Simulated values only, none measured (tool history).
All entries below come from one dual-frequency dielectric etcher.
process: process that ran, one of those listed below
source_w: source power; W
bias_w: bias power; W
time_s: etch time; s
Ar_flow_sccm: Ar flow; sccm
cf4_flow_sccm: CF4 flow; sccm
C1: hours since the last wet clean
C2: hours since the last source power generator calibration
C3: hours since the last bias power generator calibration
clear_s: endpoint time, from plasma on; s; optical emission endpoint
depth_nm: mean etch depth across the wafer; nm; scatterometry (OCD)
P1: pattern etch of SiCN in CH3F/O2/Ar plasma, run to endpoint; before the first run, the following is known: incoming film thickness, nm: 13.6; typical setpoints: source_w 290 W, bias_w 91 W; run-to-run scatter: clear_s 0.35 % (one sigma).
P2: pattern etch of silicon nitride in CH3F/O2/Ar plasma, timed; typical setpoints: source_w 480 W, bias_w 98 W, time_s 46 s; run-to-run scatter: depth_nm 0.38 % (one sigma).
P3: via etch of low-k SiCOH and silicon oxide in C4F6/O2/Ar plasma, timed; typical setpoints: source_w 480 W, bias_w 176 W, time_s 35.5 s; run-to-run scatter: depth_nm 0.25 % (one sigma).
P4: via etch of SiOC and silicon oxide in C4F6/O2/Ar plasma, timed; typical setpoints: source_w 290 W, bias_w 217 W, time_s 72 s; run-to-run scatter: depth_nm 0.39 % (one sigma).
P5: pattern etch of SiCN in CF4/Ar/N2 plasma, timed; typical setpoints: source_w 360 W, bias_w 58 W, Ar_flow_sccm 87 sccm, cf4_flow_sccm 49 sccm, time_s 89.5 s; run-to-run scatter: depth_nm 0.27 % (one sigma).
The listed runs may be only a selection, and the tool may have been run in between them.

{"run": 1, "hour": 3.4, "process": "P1", "source_w": 290, "bias_w": 91, "C1": 183.4, "C2": 2212.1, "C3": 1805.9, "clear_s": 37.192}
{"run": 2, "hour": 8.8, "process": "P2", "source_w": 320, "bias_w": 98, "time_s": 46, "C1": 188.8, "C2": 2217.5, "C3": 1811.3, "depth_nm": 32.005}
{"run": 3, "hour": 15.5, "process": "P1", "source_w": 290, "bias_w": 58, "C1": 195.5, "C2": 2224.2, "C3": 1818, "clear_s": 43.824}
{"run": 4, "hour": 22.1, "process": "P4", "source_w": 180, "bias_w": 217, "time_s": 72, "C1": 202.1, "C2": 2230.8, "C3": 1824.6, "depth_nm": 64.645}
{"run": 5, "hour": 28.5, "process": "P5", "source_w": 360, "bias_w": 58, "time_s": 89.5, "Ar_flow_sccm": 87, "cf4_flow_sccm": 30, "C1": 208.5, "C2": 2237.2, "C3": 1831, "depth_nm": 52.306}
{"run": 6, "hour": 34.8, "process": "P5", "source_w": 360, "bias_w": 58, "time_s": 89.5, "Ar_flow_sccm": 53, "cf4_flow_sccm": 49, "C1": 214.8, "C2": 2243.5, "C3": 1837.3, "depth_nm": 61.305}
{"run": 7, "hour": 41.9, "process": "P1", "source_w": 290, "bias_w": 91, "C1": 221.9, "C2": 2250.6, "C3": 1844.4, "clear_s": 37.1}
{"run": 8, "hour": 46.0, "process": "P1", "source_w": 290, "bias_w": 91, "C1": 226, "C2": 2254.7, "C3": 1848.5, "clear_s": 37.115}
{"run": 9, "hour": 53.3, "process": "P1", "source_w": 230, "bias_w": 91, "C1": 233.3, "C2": 2262, "C3": 1855.8, "clear_s": 40.626}
{"run": 10, "hour": 57.4, "process": "P1", "source_w": 290, "bias_w": 91, "C1": 237.4, "C2": 2266.1, "C3": 1859.9, "clear_s": 37.095}
{"run": 11, "hour": 62.2, "process": "P3", "source_w": 480, "bias_w": 176, "time_s": 35.5, "C1": 242.2, "C2": 2270.9, "C3": 1864.7, "depth_nm": 89.245}
{"run": 12, "hour": 69.2, "process": "P3", "source_w": 570, "bias_w": 176, "time_s": 35.5, "C1": 249.2, "C2": 2277.9, "C3": 1871.7, "depth_nm": 95.299}
{"run": 13, "hour": 73.5, "process": "P5", "source_w": 360, "bias_w": 45, "time_s": 89.5, "Ar_flow_sccm": 87, "cf4_flow_sccm": 49, "C1": 253.5, "C2": 2282.2, "C3": 1876, "depth_nm": 51.898}
{"run": 14, "hour": 79.6, "process": "P4", "source_w": 290, "bias_w": 128, "time_s": 72, "C1": 259.6, "C2": 2288.3, "C3": 1882.1, "depth_nm": 65.391}
{"run": 15, "hour": 87.0, "process": "P5", "source_w": 210, "bias_w": 58, "time_s": 89.5, "Ar_flow_sccm": 87, "cf4_flow_sccm": 49, "C1": 267, "C2": 2295.7, "C3": 1889.5, "depth_nm": 35.355}
{"run": 16, "hour": 90.8, "process": "P1", "source_w": 290, "bias_w": 91, "C1": 270.8, "C2": 2299.5, "C3": 1893.3, "clear_s": 37.294}
{"run": 17, "hour": 94.7, "process": "P2", "source_w": 480, "bias_w": 74, "time_s": 46, "C1": 274.7, "C2": 2303.4, "C3": 1897.2, "depth_nm": 33.799}
{"run": 18, "hour": 99.4, "process": "P4", "source_w": 290, "bias_w": 217, "time_s": 72, "C1": 279.4, "C2": 2308.1, "C3": 1901.9, "depth_nm": 77.429}
{"run": 19, "hour": 102.9, "process": "P5", "source_w": 360, "bias_w": 58, "time_s": 62, "Ar_flow_sccm": 87, "cf4_flow_sccm": 49, "C1": 282.9, "C2": 2311.6, "C3": 1905.4, "depth_nm": 39.281}
{"run": 20, "hour": 109.5, "process": "P5", "source_w": 360, "bias_w": 58, "time_s": 89.5, "Ar_flow_sccm": 87, "cf4_flow_sccm": 49, "C1": 289.5, "C2": 2318.2, "C3": 1912, "depth_nm": 56.514}
{"run": 21, "hour": 115.2, "process": "P2", "source_w": 480, "bias_w": 98, "time_s": 56, "C1": 295.2, "C2": 2323.9, "C3": 1917.7, "depth_nm": 45.578}
{"run": 22, "hour": 122.1, "process": "P2", "source_w": 480, "bias_w": 98, "time_s": 46, "C1": 302.1, "C2": 2330.8, "C3": 1924.6, "depth_nm": 37.473}
{"run": 23, "hour": 129.3, "process": "P1", "source_w": 340, "bias_w": 91, "C1": 309.3, "C2": 2338, "C3": 1931.8, "clear_s": 35.077}
{"run": 24, "hour": 133.7, "process": "P4", "source_w": 290, "bias_w": 217, "time_s": 98.5, "C1": 313.7, "C2": 2342.4, "C3": 1936.2, "depth_nm": 105.77}
{"run": 25, "hour": 138.7, "process": "P1", "source_w": 290, "bias_w": 91, "C1": 318.7, "C2": 2347.4, "C3": 1941.2, "clear_s": 36.922}
{"run": 26, "hour": 142.8, "process": "P1", "source_w": 290, "bias_w": 109, "C1": 322.8, "C2": 2351.5, "C3": 1945.3, "clear_s": 34.545}
{"run": 27, "hour": 146.1, "process": "P1", "source_w": 210, "bias_w": 113, "C1": 326.1, "C2": 2354.8, "C3": 1948.6, "clear_s": 38.578}
{"run": 28, "hour": 150.4, "process": "P3", "source_w": 480, "bias_w": 109, "time_s": 35.5, "C1": 330.4, "C2": 2359.1, "C3": 1952.9, "depth_nm": 77.11}
{"run": 29, "hour": 155.9, "process": "P1", "source_w": 390, "bias_w": 68, "C1": 335.9, "C2": 2364.6, "C3": 1958.4, "clear_s": 36.994}
{"run": 30, "hour": 161.3, "process": "P3", "source_w": 480, "bias_w": 176, "time_s": 23, "C1": 341.3, "C2": 2370, "C3": 1963.8, "depth_nm": 57.681}
{"run": 31, "hour": 168.0, "process": "P1", "source_w": 290, "bias_w": 91, "C1": 348, "C2": 2376.7, "C3": 1970.5, "clear_s": 37.015}
{"run": 32, "hour": 175.3, "process": "P1", "source_w": 290, "bias_w": 91, "C1": 355.3, "C2": 2384, "C3": 1977.8, "clear_s": 36.989}
{"run": 33, "hour": 180.0, "process": "P1", "source_w": 290, "bias_w": 91, "C1": 360, "C2": 2388.7, "C3": 1982.5, "clear_s": 36.749}
{"run": 34, "hour": 184.0, "process": "P1", "source_w": 290, "bias_w": 91, "C1": 364, "C2": 2392.7, "C3": 1986.5, "clear_s": 36.741}
{"run": 35, "hour": 189.0, "process": "P1", "source_w": 290, "bias_w": 91, "C1": 369, "C2": 2397.7, "C3": 1991.5, "clear_s": 36.628}

The next listed run, before its measurement:
{"hour": 191.8, "done": "wet clean of the chamber"}
{"run": 36, "hour": 194.6, "process": "P1", "source_w": 290, "bias_w": 91, "C1": 2.8, "C2": 2403.3, "C3": 1997.1, "clear_s": "?"}

Run 36 measured clear_s 36.378 s.
